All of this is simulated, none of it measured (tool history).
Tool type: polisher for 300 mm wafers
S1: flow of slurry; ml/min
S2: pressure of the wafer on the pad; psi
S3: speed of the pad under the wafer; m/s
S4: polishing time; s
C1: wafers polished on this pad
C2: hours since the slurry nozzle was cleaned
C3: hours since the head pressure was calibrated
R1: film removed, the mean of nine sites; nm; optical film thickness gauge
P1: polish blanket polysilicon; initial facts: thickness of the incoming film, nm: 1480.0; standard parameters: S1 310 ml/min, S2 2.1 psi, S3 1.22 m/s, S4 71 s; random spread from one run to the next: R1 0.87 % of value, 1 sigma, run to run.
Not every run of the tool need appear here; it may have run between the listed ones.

run	day	S1	S2	S3	S4	C1	C2	C3	R1
1	0.192	310	2.1	1.22	71	667	207.5	251.9	618.56
2	0.35	310	2.1	1.22	71	707	211.3	255.7	621.94
3	0.542	185	2.1	1.22	71	754	215.9	260.3	590.05
4	0.738	450	2.1	1.22	71	803	220.6	265	639.89
5	0.983	310	2.1	1.8	71	864	226.5	270.9	916.45
6	1.158	310	2.1	1.22	32	907	230.7	275.1	278.06
# day 1.246: worn pad replaced by a new one
7	1.45	310	2.1	1.22	71	51	237.7	282.1	625.22
8	1.629	310	2.9	1.22	38	95	242	286.4	452.1
9	1.854	310	2.1	1.22	98	151	247.4	291.8	863.82
10	2.133	310	1.1	1.22	71	221	254.1	298.5	317.75
11	2.421	310	2.1	1.22	71	292	261	305.4	622.67
12	2.604	310	2.1	1.22	71	338	265.4	309.8	618.75
13	2.892	310	2.1	0.7	71	409	272.3	316.7	355.58
14	3.042	310	3.3	1.22	71	446	275.9	320.3	980.68
# day 3.05: slurry nozzle cleaned
15	3.25	310	2.1	1.22	71	498	4.9	325.3	611.6
16	3.488	310	2.1	1.22	71	557	10.6	331	613.37
17	3.658	310	2.1	1.22	71	599	14.7	335.1	613.28
18	3.925	310	2.1	1.22	71	665	21.1	341.5	618.36
19	4.125	310	2.1	1.22	71	715	25.9	346.3	602.61

Run 20 comes next. What will it give?
20	4.342	310	2.1	1.22	71	769	31.1	351.5	?

{"run 20": {"R1": 597.79}}

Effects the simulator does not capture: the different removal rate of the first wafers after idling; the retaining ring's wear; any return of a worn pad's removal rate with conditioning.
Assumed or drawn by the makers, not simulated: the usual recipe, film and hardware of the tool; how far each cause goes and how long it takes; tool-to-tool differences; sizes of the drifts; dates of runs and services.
